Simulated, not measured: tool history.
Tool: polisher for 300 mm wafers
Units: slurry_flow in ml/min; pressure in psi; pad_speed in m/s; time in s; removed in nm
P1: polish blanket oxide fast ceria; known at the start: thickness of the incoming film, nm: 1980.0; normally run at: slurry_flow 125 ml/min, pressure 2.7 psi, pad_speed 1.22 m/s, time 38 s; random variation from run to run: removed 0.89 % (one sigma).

{"run": 1, "hour": 4.2, "slurry_flow": 125, "pressure": 2.7, "pad_speed": 1.22, "time": 38, "removed": 793.89}
{"run": 2, "hour": 8.4, "slurry_flow": 75, "pressure": 2.7, "pad_speed": 1.22, "time": 38, "removed": 682.96}
{"run": 3, "hour": 12.8, "slurry_flow": 125, "pressure": 2.7, "pad_speed": 0.84, "time": 38, "removed": 535.29}
{"run": 4, "hour": 16.3, "slurry_flow": 125, "pressure": 2.7, "pad_speed": 1.22, "time": 38, "removed": 795.12}
{"run": 5, "hour": 21.1, "slurry_flow": 125, "pressure": 2.7, "pad_speed": 1.22, "time": 38, "removed": 791.04}
{"run": 6, "hour": 25.6, "slurry_flow": 125, "pressure": 2.7, "pad_speed": 1.8, "time": 38, "removed": 1150.3}
{"run": 7, "hour": 28.0, "slurry_flow": 125, "pressure": 2.7, "pad_speed": 1.22, "time": 38, "removed": 789.65}
{"run": 8, "hour": 32.1, "slurry_flow": 125, "pressure": 3.7, "pad_speed": 1.22, "time": 38, "removed": 1074.4}
{"run": 9, "hour": 34.4, "slurry_flow": 125, "pressure": 2.7, "pad_speed": 1.22, "time": 20, "removed": 411.86}
{"run": 10, "hour": 36.5, "slurry_flow": 165, "pressure": 2.7, "pad_speed": 1.22, "time": 38, "removed": 835.82}
{"run": 11, "hour": 39.6, "slurry_flow": 125, "pressure": 2.1, "pad_speed": 0.88, "time": 38, "removed": 449.68}
{"run": 12, "hour": 43.0, "slurry_flow": 125, "pressure": 1.4, "pad_speed": 1.22, "time": 38, "removed": 406.71}
{"run": 13, "hour": 45.3, "slurry_flow": 125, "pressure": 2.7, "pad_speed": 1.22, "time": 38, "removed": 788.74}
{"run": 14, "hour": 48.9, "slurry_flow": 125, "pressure": 2.7, "pad_speed": 1.22, "time": 48, "removed": 1008.2}
{"run": 15, "hour": 51.9, "slurry_flow": 125, "pressure": 2.7, "pad_speed": 1.22, "time": 38, "removed": 792.09}
{"run": 16, "hour": 55.9, "slurry_flow": 125, "pressure": 2.7, "pad_speed": 1.22, "time": 38, "removed": 748.7}
{"run": 17, "hour": 60.3, "slurry_flow": 125, "pressure": 2.7, "pad_speed": 1.22, "time": 38, "removed": 710.57}
{"run": 18, "hour": 63.1, "slurry_flow": 125, "pressure": 2.7, "pad_speed": 1.22, "time": 38, "removed": 705.58}
{"hour": 64.9, "done": "worn pad replaced by a new one"}
{"run": 19, "hour": 66.2, "slurry_flow": 125, "pressure": 2.7, "pad_speed": 1.22, "time": 38, "removed": 716.04}
{"run": 20, "hour": 69.8, "slurry_flow": 125, "pressure": 2.7, "pad_speed": 1.22, "time": 38, "removed": 718.53}

Run 21 comes next. What will it give?
{"run": 21, "hour": 73.9, "slurry_flow": 125, "pressure": 2.7, "pad_speed": 1.22, "time": 38, "removed": "?"}

{"run 21": {"removed": 705.51}}
